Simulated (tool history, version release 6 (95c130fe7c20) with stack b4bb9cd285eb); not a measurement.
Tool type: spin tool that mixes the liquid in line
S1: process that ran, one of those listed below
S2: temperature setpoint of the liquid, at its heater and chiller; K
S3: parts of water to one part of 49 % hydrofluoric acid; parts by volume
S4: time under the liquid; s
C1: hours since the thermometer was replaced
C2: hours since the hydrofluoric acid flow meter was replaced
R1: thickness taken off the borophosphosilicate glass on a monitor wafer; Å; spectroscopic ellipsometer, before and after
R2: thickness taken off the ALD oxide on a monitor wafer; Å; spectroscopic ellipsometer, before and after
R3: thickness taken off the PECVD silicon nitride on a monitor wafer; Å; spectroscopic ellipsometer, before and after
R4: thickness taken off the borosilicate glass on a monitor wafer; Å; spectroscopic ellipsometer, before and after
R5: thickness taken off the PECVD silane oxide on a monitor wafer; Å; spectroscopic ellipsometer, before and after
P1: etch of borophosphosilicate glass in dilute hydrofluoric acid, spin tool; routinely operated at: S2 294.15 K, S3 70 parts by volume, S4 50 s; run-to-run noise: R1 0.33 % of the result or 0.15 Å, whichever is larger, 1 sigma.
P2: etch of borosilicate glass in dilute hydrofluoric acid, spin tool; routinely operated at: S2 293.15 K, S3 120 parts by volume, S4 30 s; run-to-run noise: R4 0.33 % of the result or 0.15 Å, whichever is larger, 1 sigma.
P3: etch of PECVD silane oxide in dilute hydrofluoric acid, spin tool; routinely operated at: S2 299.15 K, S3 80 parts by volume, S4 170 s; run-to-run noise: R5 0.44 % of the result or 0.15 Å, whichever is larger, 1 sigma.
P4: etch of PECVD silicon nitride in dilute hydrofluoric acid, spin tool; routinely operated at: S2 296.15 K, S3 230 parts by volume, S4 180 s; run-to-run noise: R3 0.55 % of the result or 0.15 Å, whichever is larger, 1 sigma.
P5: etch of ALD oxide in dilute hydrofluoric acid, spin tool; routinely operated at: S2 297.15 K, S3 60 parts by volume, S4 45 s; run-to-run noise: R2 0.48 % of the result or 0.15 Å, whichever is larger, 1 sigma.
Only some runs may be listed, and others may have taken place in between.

run 1 hour=3.1 | S1=P1 S2=294.15 S3=70 S4=50 | C1=1839.4 C2=808.3 | R1=359.29
run 2 hour=7.8 | S1=P1 S2=294.15 S3=115 S4=50 | C1=1844.1 C2=813 | R1=208.74
run 3 hour=10.5 | S1=P1 S2=294.15 S3=70 S4=50 | C1=1846.8 C2=815.7 | R1=360
run 4 hour=15.2 | S1=P5 S2=297.15 S3=100 S4=45 | C1=1851.5 C2=820.4 | R2=44.387
run 5 hour=18 | S1=P4 S2=296.15 S3=230 S4=60 | C1=1854.3 C2=823.2 | R3=12.079
run 6 hour=23.3 | S1=P1 S2=294.15 S3=70 S4=50 | C1=1859.6 C2=828.5 | R1=362.49
run 7 hour=27.5 | S1=P1 S2=294.15 S3=70 S4=50 | C1=1863.8 C2=832.7 | R1=361.55
run 8 hour=31.8 | S1=P2 S2=293.15 S3=120 S4=15 | C1=1868.1 C2=837 | R4=57.709
run 9 hour=37.4 | S1=P2 S2=293.15 S3=120 S4=30 | C1=1873.7 C2=842.6 | R4=116.63
run 10 hour=40.2 | S1=P4 S2=296.15 S3=410 S4=180 | C1=1876.5 C2=845.4 | R3=20.64
run 11 hour=43.4 | S1=P3 S2=290.65 S3=80 S4=170 | C1=1879.7 C2=848.6 | R5=390.42
run 12 hour=47.8 | S1=P5 S2=290.65 S3=60 S4=45 | C1=1884.1 C2=853 | R2=59.452
run 13 hour=50.4 | S1=P1 S2=290.15 S3=70 S4=50 | C1=1886.7 C2=855.6 | R1=306.16
run 14 hour=56.2 | S1=P1 S2=290.15 S3=110 S4=50 | C1=1892.5 C2=861.4 | R1=186
run 15 hour=61 | S1=P1 S2=294.15 S3=70 S4=50 | C1=1897.3 C2=866.2 | R1=364.43
run 16 hour=64.3 | S1=P1 S2=290.15 S3=95 S4=50 | C1=1900.6 C2=869.5 | R1=219.44
run 17 hour=67.5 | S1=P4 S2=302.65 S3=230 S4=180 | C1=1903.8 C2=872.7 | R3=54.662
run 18 hour=70.2 | S1=P3 S2=299.15 S3=80 S4=285 | C1=1906.5 C2=875.4 | R5=918.29
run 19 hour=75.9 | S1=P1 S2=294.15 S3=100 S4=20 | C1=1912.2 C2=881.1 | R1=97.523
run 20 hour=78.8 | S1=P2 S2=290.15 S3=120 S4=30 | C1=1915.1 C2=884 | R4=102.56
run 21 hour=84 | S1=P1 S2=294.15 S3=70 S4=15 | C1=1920.3 C2=889.2 | R1=108.51
run 22 hour=88.9 | S1=P5 S2=297.15 S3=60 S4=45 | C1=1925.2 C2=894.1 | R2=77.684
run 23 hour=93 | S1=P1 S2=294.15 S3=70 S4=50 | C1=1929.3 C2=898.2 | R1=363.02
run 24 hour=97.5 | S1=P5 S2=297.15 S3=60 S4=75 | C1=1933.8 C2=902.7 | R2=130.49
run 25 hour=101.1 | S1=P4 S2=296.15 S3=230 S4=180 | C1=1937.4 C2=906.3 | R3=36.005
run 26 hour=106.1 | S1=P3 S2=299.15 S3=80 S4=170 | C1=1942.4 C2=911.3 | R5=549.3
run 27 hour=111.1 | S1=P3 S2=299.15 S3=20 S4=170 | C1=1947.4 C2=916.3 | R5=2380.1
run 28 hour=114.7 | S1=P2 S2=293.15 S3=120 S4=30 | C1=1951 C2=919.9 | R4=116.04
run 29 hour=117.4 | S1=P1 S2=294.15 S3=70 S4=85 | C1=1953.7 C2=922.6 | R1=614.79
run 30 hour=122.4 | S1=P2 S2=293.15 S3=55 S4=30 | C1=1958.7 C2=927.6 | R4=272.89
run 31 hour=126.2 | S1=P1 S2=300.65 S3=70 S4=50 | C1=1962.5 C2=931.4 | R1=471.39
run 32 hour=131.8 | S1=P1 S2=294.15 S3=30 S4=50 | C1=1968.1 C2=937 | R1=883.12
run 33 hour=135.6 | S1=P5 S2=297.15 S3=60 S4=45 | C1=1971.9 C2=940.8 | R2=78.099
run 34 hour=139.4 | S1=P1 S2=294.15 S3=70 S4=50 | C1=1975.7 C2=944.6 | R1=362.64
run 35 hour=142.2 | S1=P1 S2=294.15 S3=70 S4=50 | C1=1978.5 C2=947.4 | R1=351.04
run 36 hour=145.2 | S1=P1 S2=294.15 S3=70 S4=50 | C1=1981.5 C2=950.4 | R1=342.03
run 37 hour=149.3 | S1=P1 S2=294.15 S3=70 S4=50 | C1=1985.6 C2=954.5 | R1=335.67
run 38 hour=152.6 | S1=P1 S2=294.15 S3=70 S4=50 | C1=1988.9 C2=957.8 | R1=333.76
run 39 hour=156 | S1=P1 S2=294.15 S3=70 S4=50 | C1=1992.3 C2=961.2 | R1=330.03
run 40 hour=158.9 | S1=P1 S2=294.15 S3=70 S4=50 | C1=1995.2 C2=964.1 | R1=331.09
run 41 hour=163.1 | S1=P1 S2=294.15 S3=70 S4=50 | C1=1999.4 C2=968.3 | R1=331.51

Compared with where it was, what P1 gives has crept away. Each cause listed below fits the log as well as the rest, at the size given for it:
A: hydrofluoric acid flow below the setpoint (%) = 8.2
B: liquid colder than its thermometer reads (K) = 2.23
The process output started creeping at around hour 139.4.

4 check runs are offered, one wafer each, their results left as question marks. Which one tells the causes apart?
run check 1 hour=167.3 | S1=P4 S2=296.15 S3=230 S4=180 | R3=?
run check 2 hour=167.3 | S1=P3 S2=299.15 S3=80 S4=170 | R5=?
run check 3 hour=167.3 | S1=P2 S2=293.15 S3=120 S4=30 | R4=?
run check 4 hour=167.3 | S1=P5 S2=297.15 S3=60 S4=45 | R2=?

What each check would give under each cause:
check=check_1 result=R3 if_A=33.404 if_B=31.521
check=check_2 result=R5 if_A=498.23 if_B=501.26
check=check_3 result=R4 if_A=105.28 if_B=105.88
check=check_4 result=R2 if_A=70.914 if_B=70.961
Minimum pairwise separation of causes per check, each pair taken at its best-separating result: check 1 5.8 %; check 2 0.61 %; check 3 0.57 %; check 4 0.07 %
Only in check 1 would the causes give clearly different results; in the remaining checks their results would be nearly the same.

The results of check 1 are: R3 33.277 Å. Based on these, which of the listed causes is it?

It is A: hydrofluoric acid flow below the setpoint (%).
